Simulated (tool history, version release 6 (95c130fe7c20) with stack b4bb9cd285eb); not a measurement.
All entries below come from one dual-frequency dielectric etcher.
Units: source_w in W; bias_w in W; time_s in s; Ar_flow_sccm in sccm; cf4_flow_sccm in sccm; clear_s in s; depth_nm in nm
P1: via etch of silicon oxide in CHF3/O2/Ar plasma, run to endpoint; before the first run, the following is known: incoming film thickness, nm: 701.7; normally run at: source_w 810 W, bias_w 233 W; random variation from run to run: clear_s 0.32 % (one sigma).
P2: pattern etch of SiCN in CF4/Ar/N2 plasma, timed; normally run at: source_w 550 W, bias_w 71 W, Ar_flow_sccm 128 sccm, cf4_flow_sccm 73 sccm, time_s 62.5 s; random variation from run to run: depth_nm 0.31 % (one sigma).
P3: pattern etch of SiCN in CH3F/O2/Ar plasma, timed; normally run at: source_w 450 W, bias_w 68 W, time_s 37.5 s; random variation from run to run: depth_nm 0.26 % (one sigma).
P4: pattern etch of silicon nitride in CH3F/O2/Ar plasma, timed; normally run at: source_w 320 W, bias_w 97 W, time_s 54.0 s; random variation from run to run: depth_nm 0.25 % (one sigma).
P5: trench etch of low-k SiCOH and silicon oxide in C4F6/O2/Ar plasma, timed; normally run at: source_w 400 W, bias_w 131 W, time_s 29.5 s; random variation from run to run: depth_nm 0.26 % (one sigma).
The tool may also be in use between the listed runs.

Run 1, hour 9.5: process P1, source_w 810 W, bias_w 233 W. Result: clear_s 289.48 s.
Run 2, hour 16.7: process P4, source_w 320 W, bias_w 97 W, time_s 71.0 s. Result: depth_nm 51.521 nm.
Run 3, hour 28.4: process P2, source_w 550 W, bias_w 71 W, time_s 78.0 s, Ar_flow_sccm 128 sccm, cf4_flow_sccm 73 sccm. Result: depth_nm 77.768 nm.
Run 4, hour 40.4: process P1, source_w 620 W, bias_w 233 W. Result: clear_s 319.69 s.
Run 5, hour 54.3: process P1, source_w 810 W, bias_w 233 W. Result: clear_s 291.53 s.
Run 6, hour 63.9: process P3, source_w 450 W, bias_w 68 W, time_s 51.0 s. Result: depth_nm 19.439 nm.
Run 7, hour 72.1: process P1, source_w 810 W, bias_w 314 W. Result: clear_s 261.29 s.
Run 8, hour 80.5: process P1, source_w 540 W, bias_w 147 W. Result: clear_s 395.36 s.
Run 9, hour 91.4: process P3, source_w 450 W, bias_w 53 W, time_s 37.5 s. Result: depth_nm 13.180 nm.
Run 10, hour 100.9: process P2, source_w 550 W, bias_w 71 W, time_s 62.5 s, Ar_flow_sccm 128 sccm, cf4_flow_sccm 46 sccm. Result: depth_nm 57.861 nm.
Run 11, hour 116.6: process P2, source_w 550 W, bias_w 71 W, time_s 62.5 s, Ar_flow_sccm 181 sccm, cf4_flow_sccm 73 sccm. Result: depth_nm 59.136 nm.
Run 12, hour 127.6: process P4, source_w 320 W, bias_w 65 W, time_s 54.0 s. Result: depth_nm 33.905 nm.
Run 13, hour 143.1: process P3, source_w 620 W, bias_w 68 W, time_s 37.5 s. Result: depth_nm 16.210 nm.
Run 14, hour 157.8: process P1, source_w 810 W, bias_w 137 W. Result: clear_s 345.65 s.
Run 15, hour 168.7: process P3, source_w 450 W, bias_w 68 W, time_s 37.5 s. Result: depth_nm 14.320 nm.
Run 16, hour 178.5: process P5, source_w 400 W, bias_w 131 W, time_s 29.5 s. Result: depth_nm 84.987 nm.
Run 17, hour 190.2: process P4, source_w 320 W, bias_w 97 W, time_s 54.0 s. Result: depth_nm 39.089 nm.
Run 18, hour 204.0: process P2, source_w 550 W, bias_w 71 W, time_s 62.5 s, Ar_flow_sccm 128 sccm, cf4_flow_sccm 73 sccm. Result: depth_nm 62.209 nm.
Run 19, hour 220.3: process P1, source_w 810 W, bias_w 233 W. Result: clear_s 291.30 s.
Run 20, hour 231.2: process P5, source_w 280 W, bias_w 131 W, time_s 29.5 s. Result: depth_nm 73.935 nm.
Run 21, hour 240.6: process P1, source_w 810 W, bias_w 233 W. Result: clear_s 290.02 s.
Run 22, hour 249.2: process P5, source_w 400 W, bias_w 131 W, time_s 16.0 s. Result: depth_nm 45.885 nm.
Run 23, hour 263.9: process P2, source_w 550 W, bias_w 71 W, time_s 62.5 s, Ar_flow_sccm 128 sccm, cf4_flow_sccm 73 sccm. Result: depth_nm 62.430 nm.
Run 24, hour 272.3: process P4, source_w 220 W, bias_w 97 W, time_s 54.0 s. Result: depth_nm 34.062 nm.
Run 25, hour 286.5: process P1, source_w 810 W, bias_w 233 W. Result: clear_s 291.81 s.
Run 26, hour 302.2: process P2, source_w 550 W, bias_w 47 W, time_s 62.5 s, Ar_flow_sccm 128 sccm, cf4_flow_sccm 73 sccm. Result: depth_nm 54.550 nm.
Run 27, hour 315.5: process P1, source_w 1040 W, bias_w 176 W. Result: clear_s 289.76 s.
Run 28, hour 325.0: process P1, source_w 1060 W, bias_w 296 W. Result: clear_s 240.63 s.
Run 29, hour 341.3: process P5, source_w 400 W, bias_w 87 W, time_s 29.5 s. Result: depth_nm 75.672 nm.
Run 30, hour 355.1: process P2, source_w 440 W, bias_w 71 W, time_s 62.5 s, Ar_flow_sccm 128 sccm, cf4_flow_sccm 73 sccm. Result: depth_nm 51.609 nm.
Run 31, hour 363.4: process P1, source_w 810 W, bias_w 233 W. Result: clear_s 289.48 s.
Run 32, hour 375.2: process P1, source_w 1150 W, bias_w 233 W. Result: clear_s 253.99 s.
Run 33, hour 385.8: process P1, source_w 810 W, bias_w 233 W. Result: clear_s 289.95 s.
Run 34, hour 398.1: process P1, source_w 810 W, bias_w 233 W. Result: clear_s 287.91 s.
Run 35, hour 405.8: process P1, source_w 810 W, bias_w 233 W. Result: clear_s 288.99 s.
Run 36, hour 418.9: process P1, source_w 810 W, bias_w 233 W. Result: clear_s 286.29 s.
Run 37, hour 426.0: process P1, source_w 810 W, bias_w 233 W. Result: clear_s 285.21 s.
Run 38, hour 436.2: process P1, source_w 810 W, bias_w 233 W. Result: clear_s 288.98 s.
Run 39, hour 447.3: process P1, source_w 810 W, bias_w 233 W. Result: clear_s 285.24 s.
At hour 454.8: wet clean of the chamber.
Run 40, hour 461.4: process P1, source_w 810 W, bias_w 233 W. Result: clear_s 288.44 s.
Run 41, hour 472.3: process P1, source_w 810 W, bias_w 233 W. Result: clear_s 285.16 s.
Run 42, hour 487.7: process P1, source_w 810 W, bias_w 233 W. Result: clear_s 285.66 s.
Run 43, hour 499.0: process P1, source_w 810 W, bias_w 233 W. Result: clear_s 285.40 s.

The output of P1 has drifted from where it used to be. Each of the 2 causes below, taken at the size shown beside it, accounts for the log equally well:
A: source power that arrives over what is set, % = 4.32
B: bias power that arrives over what is set, % = 4.72
At approximately hour 385.8, the process output began to creep.
Ruled out, with reasons:
chamber walls in a state that raises the etch rate, %: serviced at hour 454.8, which brought nothing back

Which of the check runs below tells the causes apart, meaning the causes would give it clearly different results? Each run uses 2 wafers whose results are averaged, and each result is shown as a question mark.
Run check 1, hour 510.3: process P4, source_w 320 W, bias_w 97 W, time_s 54.0 s. Result: depth_nm ?.
Run check 2, hour 510.3: process P5, source_w 400 W, bias_w 131 W, time_s 29.5 s. Result: depth_nm ?.
Run check 3, hour 510.3: process P3, source_w 450 W, bias_w 68 W, time_s 37.5 s. Result: depth_nm ?.
Run check 4, hour 510.3: process P2, source_w 550 W, bias_w 71 W, time_s 62.5 s, Ar_flow_sccm 128 sccm, cf4_flow_sccm 73 sccm. Result: depth_nm ?.

Expected result of each check under each candidate cause:
  check    result    if A    if B
check 1  depth_nm  39.743  39.800
check 2  depth_nm  86.393  86.116
check 3  depth_nm  14.549  14.549
check 4  depth_nm  64.797  63.465
Gap, in per cent, between the two causes that each check separates least, read from the result that separates them most: check 1 0.14 %; check 2 0.32 %; check 3 0 %; check 4 2.08 %
Check 4 tells the causes apart: in the others they would give nearly the same result.

Here is what check 4 returned: depth_nm 63.358 nm. Which cause is it?

The correct cause is B, namely: bias power that arrives over what is set, %.

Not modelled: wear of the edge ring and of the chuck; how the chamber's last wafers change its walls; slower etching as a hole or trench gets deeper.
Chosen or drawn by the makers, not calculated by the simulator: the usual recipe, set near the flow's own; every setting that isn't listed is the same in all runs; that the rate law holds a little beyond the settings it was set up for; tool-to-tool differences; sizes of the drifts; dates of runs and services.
